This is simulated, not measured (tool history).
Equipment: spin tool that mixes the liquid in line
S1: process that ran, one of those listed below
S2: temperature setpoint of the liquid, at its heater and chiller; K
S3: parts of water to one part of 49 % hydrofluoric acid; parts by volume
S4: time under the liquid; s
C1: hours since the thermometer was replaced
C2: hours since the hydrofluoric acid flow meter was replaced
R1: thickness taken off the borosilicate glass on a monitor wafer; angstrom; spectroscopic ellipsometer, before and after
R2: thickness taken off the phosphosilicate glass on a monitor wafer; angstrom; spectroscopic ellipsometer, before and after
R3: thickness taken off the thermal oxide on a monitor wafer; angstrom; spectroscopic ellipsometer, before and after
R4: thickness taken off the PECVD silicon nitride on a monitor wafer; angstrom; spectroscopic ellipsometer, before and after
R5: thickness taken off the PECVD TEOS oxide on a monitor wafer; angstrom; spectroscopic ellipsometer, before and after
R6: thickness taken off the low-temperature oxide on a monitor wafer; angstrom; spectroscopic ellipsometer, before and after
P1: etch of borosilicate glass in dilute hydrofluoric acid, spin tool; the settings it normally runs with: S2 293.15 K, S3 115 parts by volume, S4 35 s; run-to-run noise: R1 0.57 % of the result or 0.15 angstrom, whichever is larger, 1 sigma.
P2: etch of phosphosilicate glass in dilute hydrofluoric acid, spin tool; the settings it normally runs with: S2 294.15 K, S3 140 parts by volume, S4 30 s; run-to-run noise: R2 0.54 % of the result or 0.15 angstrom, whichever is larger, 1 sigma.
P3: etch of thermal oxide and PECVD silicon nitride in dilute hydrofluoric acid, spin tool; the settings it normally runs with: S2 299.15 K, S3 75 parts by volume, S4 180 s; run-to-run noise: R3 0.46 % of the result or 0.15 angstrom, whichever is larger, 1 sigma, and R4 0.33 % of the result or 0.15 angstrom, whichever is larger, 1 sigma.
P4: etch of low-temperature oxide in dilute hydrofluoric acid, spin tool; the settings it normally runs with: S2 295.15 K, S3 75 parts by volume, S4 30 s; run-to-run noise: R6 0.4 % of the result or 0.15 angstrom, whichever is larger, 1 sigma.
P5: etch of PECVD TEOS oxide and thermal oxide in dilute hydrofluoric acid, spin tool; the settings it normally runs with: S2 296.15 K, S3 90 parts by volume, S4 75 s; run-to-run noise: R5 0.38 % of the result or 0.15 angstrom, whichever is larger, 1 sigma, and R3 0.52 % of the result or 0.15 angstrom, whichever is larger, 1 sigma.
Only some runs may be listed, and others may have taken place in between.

| run | hour | S1 | S2 | S3 | S4 | C1 | C2 | R1 | R2 | R3 | R4 | R5 | R6 |
|---|---|---|---|---|---|---|---|---|---|---|---|---|---|
| 1 | 11.9 | P1 | 293.15 | 115 | 35 | 628.4 | 572.4 | 61.907 |  |  |  |  |  |
| 2 | 22.5 | P1 | 299.15 | 155 | 35 | 639 | 583 | 55.456 |  |  |  |  |  |
| 3 | 32.4 | P2 | 294.15 | 140 | 15 | 648.9 | 592.9 |  | 178.08 |  |  |  |  |
| 4 | 45.1 | P3 | 299.15 | 75 | 335 | 661.6 | 605.6 |  |  | 234.58 | 288.54 |  |  |
| 5 | 58 | P1 | 293.15 | 115 | 35 | 674.5 | 618.5 | 61.525 |  |  |  |  |  |
| 6 | 71.6 | P1 | 293.15 | 45 | 60 | 688.1 | 632.1 | 292.03 |  |  |  |  |  |
| 7 | 78.5 | P5 | 296.15 | 90 | 15 | 695 | 639 |  |  | 8.0662 |  | 36.539 |  |
| 8 | 87.5 | P5 | 296.15 | 90 | 75 | 704 | 648 |  |  | 39.385 |  | 180.29 |  |
| 9 | 98.1 | P3 | 306.65 | 75 | 180 | 714.6 | 658.6 |  |  | 170.3 | 248.15 |  |  |
| 10 | 104.2 | P5 | 296.15 | 90 | 75 | 720.7 | 664.7 |  |  | 38.964 |  | 180.47 |  |
| 11 | 115.8 | P1 | 293.15 | 50 | 35 | 732.3 | 676.3 | 153.35 |  |  |  |  |  |
| 12 | 128.9 | P5 | 296.15 | 20 | 75 | 745.4 | 689.4 |  |  | 193.39 |  | 892.12 |  |
| 13 | 140.1 | P1 | 293.15 | 115 | 35 | 756.6 | 700.6 | 61.705 |  |  |  |  |  |
| 14 | 152.1 | P1 | 293.15 | 180 | 35 | 768.6 | 712.6 | 37.043 |  |  |  |  |  |
| 15 | 163.2 | P1 | 290.15 | 115 | 35 | 779.7 | 723.7 | 55.189 |  |  |  |  |  |
| 16 | 173.2 | P4 | 295.15 | 140 | 30 | 789.7 | 733.7 |  |  |  |  |  | 32.185 |
| 17 | 181.2 | P1 | 290.15 | 115 | 65 | 797.7 | 741.7 | 100.48 |  |  |  |  |  |
| 18 | 188.4 | P3 | 299.15 | 75 | 180 | 804.9 | 748.9 |  |  | 126.8 | 154.52 |  |  |
| 19 | 197.6 | P4 | 295.15 | 75 | 30 | 814.1 | 758.1 |  |  |  |  |  | 64.792 |
| 20 | 205 | P4 | 290.15 | 75 | 30 | 821.5 | 765.5 |  |  |  |  |  | 53.238 |
| 21 | 213.1 | P3 | 299.15 | 20 | 180 | 829.6 | 773.6 |  |  | 516.23 | 559.64 |  |  |
| 22 | 219.2 | P2 | 294.15 | 140 | 30 | 835.7 | 779.7 |  | 362.29 |  |  |  |  |
| 23 | 229.9 | P1 | 299.15 | 115 | 35 | 846.4 | 790.4 | 78.524 |  |  |  |  |  |
| 24 | 242.9 | P2 | 294.15 | 80 | 30 | 859.4 | 803.4 |  | 674.81 |  |  |  |  |
| 25 | 251.5 | P1 | 293.15 | 115 | 35 | 868 | 812 | 61.325 |  |  |  |  |  |
| 26 | 265.3 | P5 | 300.65 | 90 | 75 | 881.8 | 825.8 |  |  | 46.993 |  | 215.82 |  |
| 27 | 273.7 | P2 | 298.15 | 140 | 30 | 890.2 | 834.2 |  | 421.95 |  |  |  |  |
| 28 | 282.5 | P1 | 293.15 | 115 | 35 | 899 | 843 | 61.097 |  |  |  |  |  |
| 29 | 288.9 | P1 | 293.15 | 115 | 15 | 905.4 | 849.4 | 26.394 |  |  |  |  |  |
| 30 | 297.9 | P1 | 293.15 | 115 | 55 | 914.4 | 858.4 | 96.484 |  |  |  |  |  |
| 31 | 309.2 | P4 | 295.15 | 75 | 55 | 925.7 | 869.7 |  |  |  |  |  | 119.7 |
| 32 | 319.7 | P1 | 293.15 | 115 | 35 | 936.2 | 880.2 | 60.904 |  |  |  |  |  |
| 33 | 333.5 | P1 | 293.15 | 115 | 35 | 950 | 894 | 58.827 |  |  |  |  |  |
| 34 | 346.2 | P1 | 293.15 | 115 | 35 | 962.7 | 906.7 | 57.482 |  |  |  |  |  |
| 35 | 352.9 | P1 | 293.15 | 115 | 35 | 969.4 | 913.4 | 57.615 |  |  |  |  |  |
| 36 | 365.8 | P1 | 293.15 | 115 | 35 | 982.3 | 926.3 | 56.366 |  |  |  |  |  |
| 37 | 372.5 | P1 | 293.15 | 115 | 35 | 989 | 933 | 56.662 |  |  |  |  |  |
| 38 | 384.7 | P1 | 293.15 | 115 | 35 | 1001.2 | 945.2 | 56.912 |  |  |  |  |  |

What P1 gives has crept away from where it was. These 2 causes fit the log equally well, each at the size given:
A: hydrofluoric acid flow below the setpoint (%) = 7.57
B: liquid colder than its thermometer reads (K) = 2.17
The onset of the drift is placed at about hour 319.7.

The check runs listed below each take one wafer, and their results are still question marks. Under which run would the listed causes lead to clearly different results?
| check 1 | 396.9 | P4 | 295.15 | 75 | 30 |  |  |  |  |  |  |  | ? |
| check 2 | 396.9 | P2 | 294.15 | 140 | 30 |  |  |  | ? |  |  |  |  |
| check 3 | 396.9 | P3 | 299.15 | 75 | 180 |  |  |  |  | ? | ? |  |  |
| check 4 | 396.9 | P5 | 296.15 | 90 | 75 |  |  |  |  | ? |  | ? |  |

How each check would come out, cause by cause:
| check | result | if A | if B |
|---|---|---|---|
| check 1 | R6 | 59.752 | 59.527 |
| check 2 | R2 | 329.11 | 330.45 |
| check 3 | R3 | 117.17 | 117.16 |
| check 3 | R4 | 143.16 | 134.06 |
| check 4 | R3 | 35.905 | 35.884 |
| check 4 | R5 | 165.86 | 165.76 |
Separation of the two closest causes in each check, using whichever result separates them best: check 1 0.38 %; check 2 0.41 %; check 3 6.57 %; check 4 0.06 %
The other checks would show nearly matching results whichever cause is true, so check 3 is the only one that separates the causes.

Here is what check 3 returned: R3 117.48 angstrom; R4 134.32 angstrom. Which cause is it?

Of the candidate causes, it is B: liquid colder than its thermometer reads (K).
